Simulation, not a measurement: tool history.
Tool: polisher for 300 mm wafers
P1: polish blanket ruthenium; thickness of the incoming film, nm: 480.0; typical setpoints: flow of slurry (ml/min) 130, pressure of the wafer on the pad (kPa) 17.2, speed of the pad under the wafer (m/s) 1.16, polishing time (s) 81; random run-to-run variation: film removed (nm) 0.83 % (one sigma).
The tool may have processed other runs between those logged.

run,hour,flow of slurry (ml/min),pressure of the wafer on the pad (kPa),speed of the pad under the wafer (m/s),polishing time (s),wafers polished on this pad,hours since the slurry nozzle was cleaned,hours since the head pressure was calibrated,film removed (nm)
1,7.2,130,17.2,1.16,81,300,215.8,177.8,108.560
2,14.5,190,17.2,0.74,81,377,223.1,185.1,73.972
3,21.3,130,17.2,1.56,81,449,229.9,191.9,144.860
4,31.1,95,17.2,1.16,81,553,239.7,201.7,102.660
5,40.6,130,17.2,0.52,81,653,249.2,211.2,49.445
6,45.5,170,17.2,1.64,81,705,254.1,216.1,162.580
# hour 47.0: head pressure recalibrated
7,51.8,130,17.2,1.16,81,771,260.4,4.8,109.630
8,58.3,130,26.9,1.16,81,840,266.9,11.3,172.230
9,64.2,130,17.2,1.16,81,902,272.8,17.2,108.530
10,70.5,130,17.2,1.16,81,969,279.1,23.5,110.210
11,79.9,130,17.2,1.16,81,1068,288.5,32.9,109.160
12,88.4,170,17.2,1.16,81,1158,297.0,41.4,113.290
13,92.8,130,17.2,1.16,52,1204,301.4,45.8,69.644
14,101.0,130,26.9,0.90,81,1291,309.6,54.0,132.420
15,106.2,130,17.2,1.16,127,1345,314.8,59.2,171.630
16,111.4,130,9.7,1.16,81,1400,320.0,64.4,61.730
17,117.5,130,17.2,1.16,81,1465,326.1,70.5,110.790
18,124.9,130,17.2,1.16,81,1543,333.5,77.9,108.400
19,133.4,130,17.2,1.16,81,1633,342.0,86.4,104.670
20,141.4,130,17.2,1.16,81,1717,350.0,94.4,102.790
21,147.4,130,17.2,1.16,81,1780,356.0,100.4,101.570
# hour 151.1: head pressure recalibrated
22,155.1,130,17.2,1.16,81,1862,363.7,4.0,99.384
23,160.0,130,17.2,1.16,81,1913,368.6,8.9,100.050
24,169.2,130,17.2,1.16,81,2010,377.8,18.1,99.618
25,175.4,130,17.2,1.16,81,2076,384.0,24.3,99.118
26,185.2,130,17.2,1.16,81,2179,393.8,34.1,99.778

Something has made what P1 gives creep away from where it was; the 2 causes below, each at its own stated size, fit the log equally well:
A: removal rate lost through wear of the pad, % = 9.81
B: slurry flow missing at the pad, % = 35
At approximately hour 124.9, the process output began to creep.
Ruled out, with reasons:
head's pressure below its setpoint, %: maintenance at hour 151.1, after the shift began, did not return the process to its former output

Each of the check runs listed below is run on 5 wafers and reports their average, with the results left as question marks. Pick the one under which the possible causes would lead to clearly different results.
check 1,195.0,130,17.2,1.40,81,,,,?
check 2,195.0,130,17.2,0.80,81,,,,?
check 3,195.0,100,17.2,0.80,81,,,,?
check 4,195.0,130,26.2,1.16,81,,,,?

How each check would come out, cause by cause:
check,result,if A,if B
check 1,film removed (nm),119.360,119.350
check 2,film removed (nm),68.205,68.202
check 3,film removed (nm),64.352,62.665
check 4,film removed (nm),150.320,150.320
Minimum pairwise separation of causes per check, each pair taken at its best-separating result: check 1 0 %; check 2 0 %; check 3 2.66 %; check 4 0 %
Only check 3 tells the causes apart: in the others they would give nearly the same result.

Check 3 has now been run. It gave: film removed (nm) 64.459. Which of the candidate causes is it?

The correct cause is A, namely: removal rate lost through wear of the pad, %.
